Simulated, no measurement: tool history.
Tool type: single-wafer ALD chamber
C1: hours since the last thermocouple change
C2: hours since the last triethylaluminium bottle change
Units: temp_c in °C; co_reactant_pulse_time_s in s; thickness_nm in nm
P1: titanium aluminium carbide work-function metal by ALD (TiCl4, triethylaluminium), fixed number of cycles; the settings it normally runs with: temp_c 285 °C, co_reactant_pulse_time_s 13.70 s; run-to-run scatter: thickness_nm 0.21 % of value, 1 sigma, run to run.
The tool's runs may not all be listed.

{"run": 1, "day": 0.279, "temp_c": 285, "co_reactant_pulse_time_s": 13.7, "C1": 1138.6, "C2": 464.1, "thickness_nm": 1.8768}
{"run": 2, "day": 0.775, "temp_c": 267, "co_reactant_pulse_time_s": 5.24, "C1": 1150.5, "C2": 476.0, "thickness_nm": 1.4451}
{"run": 3, "day": 1.238, "temp_c": 296, "co_reactant_pulse_time_s": 9.27, "C1": 1161.6, "C2": 487.1, "thickness_nm": 1.9054}
{"run": 4, "day": 1.833, "temp_c": 263, "co_reactant_pulse_time_s": 13.7, "C1": 1175.9, "C2": 501.4, "thickness_nm": 1.6877}
{"run": 5, "day": 2.246, "temp_c": 285, "co_reactant_pulse_time_s": 13.7, "C1": 1185.8, "C2": 511.3, "thickness_nm": 1.8838}
{"run": 6, "day": 2.746, "temp_c": 285, "co_reactant_pulse_time_s": 13.7, "C1": 1197.8, "C2": 523.3, "thickness_nm": 1.8742}
{"run": 7, "day": 3.138, "temp_c": 267, "co_reactant_pulse_time_s": 19.06, "C1": 1207.2, "C2": 532.7, "thickness_nm": 1.7362}
{"run": 8, "day": 3.712, "temp_c": 285, "co_reactant_pulse_time_s": 13.7, "C1": 1221.0, "C2": 546.5, "thickness_nm": 1.8753}
{"run": 9, "day": 4.058, "temp_c": 285, "co_reactant_pulse_time_s": 13.7, "C1": 1229.3, "C2": 554.8, "thickness_nm": 1.8771}
{"run": 10, "day": 4.575, "temp_c": 285, "co_reactant_pulse_time_s": 13.7, "C1": 1241.7, "C2": 567.2, "thickness_nm": 1.8719}
{"run": 11, "day": 5.067, "temp_c": 285, "co_reactant_pulse_time_s": 18.81, "C1": 1253.5, "C2": 579.0, "thickness_nm": 1.8844}
{"run": 12, "day": 5.483, "temp_c": 309, "co_reactant_pulse_time_s": 13.7, "C1": 1263.5, "C2": 589.0, "thickness_nm": 2.0906}
{"run": 13, "day": 5.846, "temp_c": 285, "co_reactant_pulse_time_s": 13.7, "C1": 1272.2, "C2": 597.7, "thickness_nm": 1.8749}
{"run": 14, "day": 6.246, "temp_c": 285, "co_reactant_pulse_time_s": 5.53, "C1": 1281.8, "C2": 607.3, "thickness_nm": 1.6096}
{"run": 15, "day": 6.75, "temp_c": 285, "co_reactant_pulse_time_s": 13.7, "C1": 1293.9, "C2": 619.4, "thickness_nm": 1.8779}
{"run": 16, "day": 7.05, "temp_c": 285, "co_reactant_pulse_time_s": 13.7, "C1": 1301.1, "C2": 626.6, "thickness_nm": 1.8712}
{"run": 17, "day": 7.362, "temp_c": 285, "co_reactant_pulse_time_s": 13.7, "C1": 1308.6, "C2": 634.1, "thickness_nm": 1.8612}
{"run": 18, "day": 7.904, "temp_c": 285, "co_reactant_pulse_time_s": 13.7, "C1": 1321.6, "C2": 647.1, "thickness_nm": 1.8561}
{"run": 19, "day": 8.404, "temp_c": 285, "co_reactant_pulse_time_s": 13.7, "C1": 1333.6, "C2": 659.1, "thickness_nm": 1.8524}
{"run": 20, "day": 8.708, "temp_c": 285, "co_reactant_pulse_time_s": 13.7, "C1": 1340.9, "C2": 666.4, "thickness_nm": 1.8466}
{"run": 21, "day": 9.192, "temp_c": 285, "co_reactant_pulse_time_s": 13.7, "C1": 1352.5, "C2": 678.0, "thickness_nm": 1.854}
{"run": 22, "day": 9.746, "temp_c": 285, "co_reactant_pulse_time_s": 13.7, "C1": 1365.8, "C2": 691.3, "thickness_nm": 1.8442}
{"run": 23, "day": 10.204, "temp_c": 285, "co_reactant_pulse_time_s": 13.7, "C1": 1376.8, "C2": 702.3, "thickness_nm": 1.8474}
{"run": 24, "day": 10.675, "temp_c": 285, "co_reactant_pulse_time_s": 13.7, "C1": 1388.1, "C2": 713.6, "thickness_nm": 1.8397}
{"run": 25, "day": 11.171, "temp_c": 285, "co_reactant_pulse_time_s": 13.7, "C1": 1400.0, "C2": 725.5, "thickness_nm": 1.8461}

The output of P1 has drifted from where it used to be. Each of the 2 causes below, taken at the size shown beside it, accounts for the log equally well:
A: triethylaluminium dose below that of a fresh bottle (%) = 23.5
B: wafer temperature below the value expected at the setpoint (K) = 3.98
The creep began at about day 6.750.

Which of the 4 check runs listed below separates the causes, so that each cause would produce a clearly different result? Each run uses one wafer, and its results are marked with question marks.
{"run": "check 1", "day": 11.667, "temp_c": 306, "co_reactant_pulse_time_s": 13.7, "thickness_nm": "?"}
{"run": "check 2", "day": 11.667, "temp_c": 285, "co_reactant_pulse_time_s": 5.96, "thickness_nm": "?"}
{"run": "check 3", "day": 11.667, "temp_c": 276, "co_reactant_pulse_time_s": 13.7, "thickness_nm": "?"}
{"run": "check 4", "day": 11.667, "temp_c": 267, "co_reactant_pulse_time_s": 13.7, "thickness_nm": "?"}

Outcome of each check run for each possible cause:
check=check_1 result=thickness_nm if_A=2.0191 if_B=2.0218
check=check_2 result=thickness_nm if_A=1.4986 if_B=1.6190
check=check_3 result=thickness_nm if_A=1.7648 if_B=1.7637
check=check_4 result=thickness_nm if_A=1.6900 if_B=1.6879
Per-check spread between the two closest causes, in the result where they differ most: check 1 0.13 %; check 2 7.73 %; check 3 0.06 %; check 4 0.12 %
Only in check 2 would the causes give clearly different results; in the remaining checks their results would be nearly the same.

Running check 2 produced the following: thickness_nm 1.5029 nm. Which one of the listed causes fits?

It was cause A: triethylaluminium dose below that of a fresh bottle (%).
